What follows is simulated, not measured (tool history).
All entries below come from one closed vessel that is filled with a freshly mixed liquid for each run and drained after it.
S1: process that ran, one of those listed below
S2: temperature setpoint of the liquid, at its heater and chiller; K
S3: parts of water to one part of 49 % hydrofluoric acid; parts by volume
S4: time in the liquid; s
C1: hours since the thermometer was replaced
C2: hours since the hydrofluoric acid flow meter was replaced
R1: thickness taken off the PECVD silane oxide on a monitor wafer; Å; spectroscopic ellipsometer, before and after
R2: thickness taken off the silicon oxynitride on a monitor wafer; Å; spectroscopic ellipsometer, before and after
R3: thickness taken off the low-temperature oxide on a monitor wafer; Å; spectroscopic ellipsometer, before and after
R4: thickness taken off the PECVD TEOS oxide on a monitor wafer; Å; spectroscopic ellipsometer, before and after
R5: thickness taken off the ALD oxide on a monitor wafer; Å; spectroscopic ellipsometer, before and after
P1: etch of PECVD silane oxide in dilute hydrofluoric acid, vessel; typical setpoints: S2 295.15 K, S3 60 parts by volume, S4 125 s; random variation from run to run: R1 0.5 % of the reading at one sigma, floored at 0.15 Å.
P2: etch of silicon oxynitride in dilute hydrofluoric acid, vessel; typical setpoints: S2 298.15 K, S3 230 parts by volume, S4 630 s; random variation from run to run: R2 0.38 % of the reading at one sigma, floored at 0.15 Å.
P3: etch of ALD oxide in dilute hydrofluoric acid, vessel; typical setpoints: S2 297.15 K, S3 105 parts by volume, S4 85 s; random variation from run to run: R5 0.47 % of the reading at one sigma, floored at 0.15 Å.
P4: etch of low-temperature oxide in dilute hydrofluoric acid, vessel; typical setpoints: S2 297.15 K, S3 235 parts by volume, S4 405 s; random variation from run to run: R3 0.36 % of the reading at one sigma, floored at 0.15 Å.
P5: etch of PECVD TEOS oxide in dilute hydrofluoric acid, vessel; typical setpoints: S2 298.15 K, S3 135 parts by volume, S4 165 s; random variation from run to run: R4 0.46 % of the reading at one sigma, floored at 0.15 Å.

run,day,S1,S2,S3,S4,C1,C2,R1,R2,R3,R4,R5
1,0.704,P1,295.15,60,125,1080.1,99.4,440.53,,,,
2,1.354,P2,298.15,230,630,1095.7,115.0,,71.7300,,,
3,1.958,P2,298.15,330,630,1110.2,129.5,,46.9360,,,
4,2.317,P1,295.15,60,125,1118.8,138.1,436.93,,,,
5,2.925,P1,295.15,105,125,1133.4,152.7,239.06,,,,
6,3.583,P4,297.15,235,405,1149.2,168.5,,,212.730,,
7,4.375,P4,297.15,335,405,1168.2,187.5,,,135.050,,
8,4.804,P5,298.15,135,330,1178.5,197.8,,,,256.17,
9,5.508,P3,297.15,105,85,1195.4,214.7,,,,,98.346
10,6.050,P1,295.15,60,125,1208.4,227.7,436.56,,,,
11,6.396,P2,298.15,230,55,1216.7,236.0,,6.1796,,,
12,6.767,P3,297.15,105,145,1225.6,244.9,,,,,167.310
13,7.475,P1,295.15,60,205,1242.6,261.9,715.72,,,,
14,7.871,P1,295.15,60,125,1252.1,271.4,437.70,,,,
15,8.404,P3,301.15,105,85,1264.9,284.2,,,,,114.280
16,9.171,P1,295.15,40,60,1283.3,302.6,321.86,,,,
17,9.521,P4,304.65,235,405,1291.7,311.0,,,277.910,,
18,10.062,P5,298.15,135,165,1304.7,324.0,,,,130.00,
19,10.450,P2,298.15,230,630,1314.0,333.3,,72.2850,,,
20,10.938,P1,295.15,60,125,1325.7,345.0,434.94,,,,
21,11.671,P1,295.15,60,125,1343.3,362.6,437.25,,,,
22,12.450,P5,298.15,50,165,1362.0,381.3,,,,391.03,
23,12.904,P5,290.65,135,165,1372.9,392.2,,,,95.82,
24,13.662,P1,295.15,60,30,1391.1,410.4,106.39,,,,
25,14.050,P3,297.15,65,85,1400.4,419.7,,,,,166.560
26,14.467,P1,295.15,30,125,1410.4,429.7,918.16,,,,

What does the tool deliver on the next run?
27,14.829,P4,297.15,235,30,1419.1,438.4,,,?,,

{"run 27": {"R3": 15.496}}
